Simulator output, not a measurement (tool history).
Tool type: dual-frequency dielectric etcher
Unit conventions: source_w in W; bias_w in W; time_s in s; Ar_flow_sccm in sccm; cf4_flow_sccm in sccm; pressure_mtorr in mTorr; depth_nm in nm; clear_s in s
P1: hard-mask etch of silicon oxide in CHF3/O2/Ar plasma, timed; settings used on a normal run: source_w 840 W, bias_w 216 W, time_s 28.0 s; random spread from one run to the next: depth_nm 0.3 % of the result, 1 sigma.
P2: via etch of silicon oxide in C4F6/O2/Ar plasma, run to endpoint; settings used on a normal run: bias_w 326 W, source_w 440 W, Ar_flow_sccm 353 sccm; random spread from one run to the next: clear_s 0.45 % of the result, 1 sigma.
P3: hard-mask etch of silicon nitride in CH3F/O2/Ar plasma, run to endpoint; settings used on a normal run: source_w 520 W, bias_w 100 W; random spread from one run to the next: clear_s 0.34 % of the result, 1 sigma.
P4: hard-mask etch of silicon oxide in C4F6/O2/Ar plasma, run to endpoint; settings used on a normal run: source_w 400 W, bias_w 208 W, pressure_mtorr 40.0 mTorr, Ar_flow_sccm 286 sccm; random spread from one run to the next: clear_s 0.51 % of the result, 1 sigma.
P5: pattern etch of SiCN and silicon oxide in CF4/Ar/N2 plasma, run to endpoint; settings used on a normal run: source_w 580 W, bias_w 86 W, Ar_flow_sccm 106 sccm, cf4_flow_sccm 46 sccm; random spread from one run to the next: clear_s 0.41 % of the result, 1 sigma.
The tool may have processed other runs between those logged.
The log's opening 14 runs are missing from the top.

| run | hour | process | source_w | bias_w | time_s | Ar_flow_sccm | cf4_flow_sccm | pressure_mtorr | hours since the last wet clean | hours since the last source power generator calibration | hours since the last bias power generator calibration | depth_nm | clear_s |
|---|---|---|---|---|---|---|---|---|---|---|---|---|---|
| 15 | 101.0 | P4 | 400 | 280 |  | 286 |  | 40.0 | 43.8 | 1505.8 | 851.3 |  | 43.002 |
|  | 106.0 | source power generator calibrated |
| 16 | 109.5 | P1 | 840 | 268 | 34.0 |  |  |  | 52.3 | 3.6 | 859.8 | 85.678 |  |
| 17 | 114.4 | P4 | 400 | 208 |  | 169 |  | 40.0 | 57.2 | 8.5 | 864.7 |  | 45.168 |
| 18 | 123.7 | P3 | 380 | 100 |  |  |  |  | 66.5 | 17.8 | 874.0 |  | 48.614 |
| 19 | 131.3 | P5 | 580 | 86 |  | 106 | 58 |  | 74.1 | 25.4 | 881.6 |  | 16.069 |
| 20 | 137.6 | P1 | 1010 | 216 | 28.0 |  |  |  | 80.4 | 31.7 | 887.9 | 70.183 |  |
| 21 | 146.4 | P3 | 520 | 128 |  |  |  |  | 89.2 | 40.5 | 896.7 |  | 39.673 |
| 22 | 152.6 | P5 | 580 | 86 |  | 64 | 46 |  | 95.4 | 46.7 | 902.9 |  | 15.289 |
| 23 | 162.4 | P1 | 840 | 216 | 18.5 |  |  |  | 105.2 | 56.5 | 912.7 | 43.379 |  |
| 24 | 168.2 | P1 | 840 | 216 | 28.0 |  |  |  | 111.0 | 62.3 | 918.5 | 65.861 |  |
| 25 | 176.2 | P5 | 580 | 66 |  | 106 | 46 |  | 119.0 | 70.3 | 926.5 |  | 18.225 |
| 26 | 185.8 | P2 | 440 | 326 |  | 353 |  |  | 128.6 | 79.9 | 936.1 |  | 20.608 |
| 27 | 193.6 | P1 | 560 | 216 | 28.0 |  |  |  | 136.4 | 87.7 | 943.9 | 56.167 |  |
| 28 | 200.1 | P4 | 400 | 208 |  | 286 |  | 30.5 | 142.9 | 94.2 | 950.4 |  | 46.531 |

Run 29 comes next. What will it give?
| 29 | 205.2 | P4 | 400 | 208 |  | 286 |  | 40.0 | 148.0 | 99.3 | 955.5 |  | ? |

clear_s: 47.679 s
